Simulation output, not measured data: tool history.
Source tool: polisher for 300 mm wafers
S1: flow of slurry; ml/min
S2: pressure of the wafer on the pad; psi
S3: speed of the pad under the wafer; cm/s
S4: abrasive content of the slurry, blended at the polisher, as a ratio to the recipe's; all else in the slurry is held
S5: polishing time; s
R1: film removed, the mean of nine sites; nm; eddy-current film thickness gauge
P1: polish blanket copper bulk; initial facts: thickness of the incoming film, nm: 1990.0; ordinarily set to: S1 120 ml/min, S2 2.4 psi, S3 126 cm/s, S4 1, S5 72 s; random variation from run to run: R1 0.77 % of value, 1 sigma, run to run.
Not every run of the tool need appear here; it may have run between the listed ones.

run     day   S1   S2   S3   S4   S5      R1
  1   0.508  120  2.4  126    1   72  662.86
  2   0.892  120  1.4  126    1   53  285.97
  3   1.325  185  2.4  126    1   72   711.2
  4   1.829  120  2.4  126    1  112  1025.8
      2.054  -- head pressure recalibrated
  5   2.125  120  2.4  126    1   34  314.41
      2.404  -- worn pad replaced by a new one
  6    2.75  120  3.4  126    1   72  938.11
  7   3.229  120  2.4   56    1   72  295.46
  8   3.721  120  2.4  126  1.5   72  730.56
  9   4.154  120  1.6   60    1   72  211.79
 10   4.679  120  2.4   82    1   93  557.67
 11   5.038  120  2.4  126    1   72  667.74
 12   5.567  120  2.4  126  0.7   72  617.17
 13   6.104  120  2.4  126    1   72     665
 14   6.708  120  2.4  126    1   72  661.67
 15   7.183   70  2.4  126    1   72  571.01
 16   7.542  120  1.3  126    1   72  359.06
 17   7.921  120  2.4  196    1   72  1025.3
 18   8.296  120  2.4  126    1   72   661.8
 19   8.579  120  2.4  126    1   72  648.08
 20   9.112  120  2.4  126    1   72  640.19
 21   9.742  120  2.4  126    1   72  625.17
 22  10.358  120  2.4  126    1   72  614.44
 23  10.754  120  2.4  126    1   72  609.85
 24  11.025  120  2.4  126    1   72  615.82
 25  11.425  120  2.4  126    1   72  608.83
     11.679  -- worn pad replaced by a new one
     11.717  -- slurry blender recalibrated
 26  11.871  120  2.4  126    1   72  603.66
 27  12.488  120  2.4  126    1   72  601.66
 28  12.796  120  2.4  126    1   72  600.65
 29  13.379  120  2.4  126    1   72  605.06

The output of P1 has drifted from where it used to be. Each of the 2 causes below, taken at the size shown beside it, accounts for the log equally well:
A: head's pressure below its setpoint, % = 9.01
B: slurry flow missing at the pad, % = 31
Onset of the creep was near day 8.296.
Each remaining cause and why it is not a fit:
removal rate lost through wear of the pad, %: serviced after onset, at day 11.679, with no recovery of the prior output
abrasive missing from the slurry, %: serviced after onset, at day 11.717, with no recovery of the prior output

The 4 check runs listed below each average the results of 5 wafers, and their outcomes are marked with question marks. Under which run would the listed causes produce clearly different results?
check 1  13.962  120  2.4  196   1  72   ?
check 2  13.962  180  2.4  126   1  72   ?
check 3  13.962  120  2.4  186   1  35   ?
check 4  13.962  120  2.4   64   1  37   ?

What each check would give under each cause:
  check  result    if A    if B
check 1      R1  937.53  937.64
check 2      R1  648.15  667.21
check 3      R1  432.49  432.54
check 4      R1  157.32  157.34
Gap, in per cent, between the two causes that each check separates least, read from the result that separates them most: check 1 0.01 %; check 2 2.9 %; check 3 0.01 %; check 4 0.01 %
Only check 2 tells the causes apart: in the others they would give nearly the same result.

With check 2 done, the readings were: R1 668.64 nm. Identify which of the listed causes applies.

It is B: slurry flow missing at the pad, %.
